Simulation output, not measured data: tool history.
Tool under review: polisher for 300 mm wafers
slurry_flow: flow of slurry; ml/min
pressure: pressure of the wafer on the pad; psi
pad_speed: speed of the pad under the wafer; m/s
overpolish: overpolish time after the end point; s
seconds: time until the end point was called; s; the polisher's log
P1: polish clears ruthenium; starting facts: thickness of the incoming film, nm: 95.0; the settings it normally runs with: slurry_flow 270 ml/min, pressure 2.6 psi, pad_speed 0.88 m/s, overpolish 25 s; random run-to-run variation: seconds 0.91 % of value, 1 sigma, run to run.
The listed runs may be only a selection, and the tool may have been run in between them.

| run | day | slurry_flow | pressure | pad_speed | overpolish | seconds |
|---|---|---|---|---|---|---|
| 1 | 0.117 | 270 | 2.6 | 0.88 | 25 | 84.751 |
| 2 | 0.267 | 270 | 2.6 | 0.88 | 25 | 84.127 |
| 3 | 0.379 | 370 | 2.6 | 0.88 | 38 | 82.795 |
|  | 0.588 | slurry nozzle cleaned |
| 4 | 0.588 | 270 | 2.6 | 1.20 | 25 | 61.386 |
| 5 | 0.775 | 270 | 2.6 | 0.88 | 8 | 85.361 |
| 6 | 0.888 | 270 | 2.6 | 0.88 | 47 | 84.120 |
| 7 | 1.117 | 365 | 2.6 | 0.88 | 25 | 82.575 |
| 8 | 1.233 | 270 | 2.6 | 0.88 | 25 | 86.082 |
| 9 | 1.421 | 270 | 1.2 | 0.88 | 25 | 182.200 |
| 10 | 1.638 | 270 | 2.6 | 0.48 | 25 | 156.590 |

Run 11, settings as shown, results not yet in. Your forecast:
| 11 | 1.867 | 270 | 2.6 | 0.88 | 25 | ? |

seconds: 84.714 s
